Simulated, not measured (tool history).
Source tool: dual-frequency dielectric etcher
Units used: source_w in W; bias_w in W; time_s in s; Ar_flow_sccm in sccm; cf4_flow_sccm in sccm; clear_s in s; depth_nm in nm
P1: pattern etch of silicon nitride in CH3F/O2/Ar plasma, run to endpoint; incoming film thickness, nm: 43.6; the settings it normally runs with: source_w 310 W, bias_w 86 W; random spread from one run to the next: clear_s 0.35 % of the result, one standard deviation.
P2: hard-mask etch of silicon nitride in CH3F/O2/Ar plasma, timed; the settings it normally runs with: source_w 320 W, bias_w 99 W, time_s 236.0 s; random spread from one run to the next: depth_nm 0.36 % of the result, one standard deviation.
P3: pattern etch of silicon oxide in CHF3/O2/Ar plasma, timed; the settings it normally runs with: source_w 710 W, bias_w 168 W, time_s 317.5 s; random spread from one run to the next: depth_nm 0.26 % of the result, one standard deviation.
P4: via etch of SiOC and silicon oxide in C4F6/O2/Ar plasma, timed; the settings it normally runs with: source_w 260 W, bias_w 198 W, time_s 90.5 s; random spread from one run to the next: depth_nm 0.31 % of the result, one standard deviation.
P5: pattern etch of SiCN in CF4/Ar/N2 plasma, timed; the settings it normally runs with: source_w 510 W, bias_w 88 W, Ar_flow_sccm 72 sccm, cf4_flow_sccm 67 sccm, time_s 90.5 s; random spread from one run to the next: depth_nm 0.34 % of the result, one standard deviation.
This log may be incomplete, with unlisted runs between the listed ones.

run     day  process  source_w  bias_w  time_s  Ar_flow_sccm  cf4_flow_sccm  hours since the last wet clean  hours since the last source power generator calibration  hours since the last bias power generator calibration  clear_s  depth_nm
  1   0.250       P1       310      86                                                                302.9                                                   2580.1                                                  894.2   65.413
  2   0.567       P2       320      99   236.0                                                        310.5                                                   2587.7                                                  901.8            167.710
  3   0.925       P1       310      86                                                                319.1                                                   2596.3                                                  910.4   65.577
  4   1.196       P4       260     115    90.5                                                        325.6                                                   2602.8                                                  916.9             74.488
  5   1.588       P1       190      86                                                                335.0                                                   2612.2                                                  926.3   78.549
  6   2.054       P1       310      86                                                                346.2                                                   2623.4                                                  937.5   65.991
  7   2.500       P5       510      88    90.5            72             67                           356.9                                                   2634.1                                                  948.2             96.575
  8   2.733       P4       260     198    90.5                                                        362.5                                                   2639.7                                                  953.8             88.545
  9   3.204       P1       390     112                                                                373.8                                                   2651.0                                                  965.1   54.768
 10   3.417       P5       310      88    90.5            72             67                           378.9                                                   2656.1                                                  970.2             62.313
 11   3.629       P2       320      99   153.5                                                        384.0                                                   2661.2                                                  975.3            108.620
      4.054  -- source power generator calibrated
 12   4.083       P4       260     198    66.0                                                        394.9                                                      0.7                                                  986.2             64.513
 13   4.412       P5       510     120    90.5            72             67                           402.8                                                      8.6                                                  994.1            107.770
 14   4.812       P2       220      99   236.0                                                        412.4                                                     18.2                                                 1003.7            146.650
 15   5.121       P4       260     198    90.5                                                        419.8                                                     25.6                                                 1011.1             88.496
 16   5.492       P1       310      86                                                                428.7                                                     34.5                                                 1020.0   65.900
 17   5.696       P5       510      88    90.5            50             67                           433.6                                                     39.4                                                 1024.9            101.300
 18   6.025       P1       310      86                                                                441.5                                                     47.3                                                 1032.8   65.605
 19   6.300       P5       510      88    90.5            72             67                           448.1                                                     53.9                                                 1039.4             96.468
 20   6.658       P4       330     198    90.5                                                        456.7                                                     62.5                                                 1048.0             96.992
 21   7.079       P1       390      86                                                                466.8                                                     72.6                                                 1058.1   59.846
 22   7.450       P1       400     121                                                                475.7                                                     81.5                                                 1067.0   52.566
 23   7.858       P3       710     168   317.5                                                        485.5                                                     91.3                                                 1076.8            641.950
 24   8.083       P5       510      88    90.5            72             90                           490.9                                                     96.7                                                 1082.2            100.570
 25   8.450       P1       310     118                                                                499.7                                                    105.5                                                 1091.0   58.431
 26   8.842       P3       710     126   317.5                                                        509.1                                                    114.9                                                 1100.4            584.830
 27   9.283       P5       510      88    71.0            72             67                           519.7                                                    125.5                                                 1111.0             76.024
 28   9.488       P1       310      86                                                                524.6                                                    130.4                                                 1115.9   65.730
      9.575  -- wet clean of the chamber
 29   9.883       P3       710     168   317.5                                                          7.5                                                    139.9                                                 1125.4            641.030
 30  10.125       P3       710     168   444.0                                                         13.3                                                    145.7                                                 1131.2            895.310
 31  10.479       P1       310      60                                                                 21.8                                                    154.2                                                 1139.7   74.304
 32  10.696       P2       320     130   236.0                                                         27.0                                                    159.4                                                 1144.9            186.110
 33  10.942       P3       440     168   317.5                                                         32.9                                                    165.3                                                 1150.8            532.220
 34  11.204       P1       310      86                                                                 39.2                                                    171.6                                                 1157.1   65.759
 35  11.608       P1       310      86                                                                 48.9                                                    181.3                                                 1166.8   65.804
 36  11.962       P1       310      86                                                                 57.4                                                    189.8                                                 1175.3   65.221
 37  12.212       P1       310      86                                                                 63.4                                                    195.8                                                 1181.3   64.943
 38  12.508       P1       310      86                                                                 70.5                                                    202.9                                                 1188.4   64.865
 39  12.925       P1       310      86                                                                 80.5                                                    212.9                                                 1198.4   64.483
 40  13.179       P1       310      86                                                                 86.6                                                    219.0                                                 1204.5   64.314
 41  13.400       P1       310      86                                                                 91.9                                                    224.3                                                 1209.8   64.622
     13.567  -- wet clean of the chamber
 42  13.750       P1       310      86                                                                  4.5                                                    232.7                                                 1218.2   64.329
 43  14.042       P1       310      86                                                                 11.5                                                    239.7                                                 1225.2   64.768
 44  14.475       P1       310      86                                                                 21.9                                                    250.1                                                 1235.6   64.346

What P1 gives has crept away from where it was. These 2 causes fit the log equally well, each at the size given:
A: bias power that arrives over what is set, % = 4.86
B: source power that arrives over what is set, % = 4.73
The creep began at about day 11.608.
The rest of the possible causes, and what rules out each one:
chamber walls in a state that raises the etch rate, %: serviced at day 13.567, after the change had begun; the process did not return to its earlier output

Below are 4 check runs, each on a single wafer, with their results shown as question marks. Which of them would tell the listed causes apart, meaning the causes would give clearly different results under it?
check 1  14.908       P5       510      88    90.5            58             87                                                                                                                                                                  ?
check 2  14.908       P4       260     122    90.5                                                                                                                                                                                               ?
check 3  14.908       P2       320     128   236.0                                                                                                                                                                                               ?
check 4  14.908       P3       540     168   423.0                                                                                                                                                                                               ?

Check results expected under each cause:
  check    result     if A     if B
check 1  depth_nm  104.040  106.720
check 2  depth_nm   76.988   77.265
check 3  depth_nm  188.470  188.170
check 4  depth_nm  780.540  781.940
Per-check spread between the two closest causes, in the result where they differ most: check 1 2.55 %; check 2 0.36 %; check 3 0.16 %; check 4 0.18 %
The causes can be told apart only by check 1. The other checks would give nearly the same results under each of them.

Then check 1 was run and gave: depth_nm 104.120 nm. Which cause is it?

The cause is A: bias power that arrives over what is set, %.

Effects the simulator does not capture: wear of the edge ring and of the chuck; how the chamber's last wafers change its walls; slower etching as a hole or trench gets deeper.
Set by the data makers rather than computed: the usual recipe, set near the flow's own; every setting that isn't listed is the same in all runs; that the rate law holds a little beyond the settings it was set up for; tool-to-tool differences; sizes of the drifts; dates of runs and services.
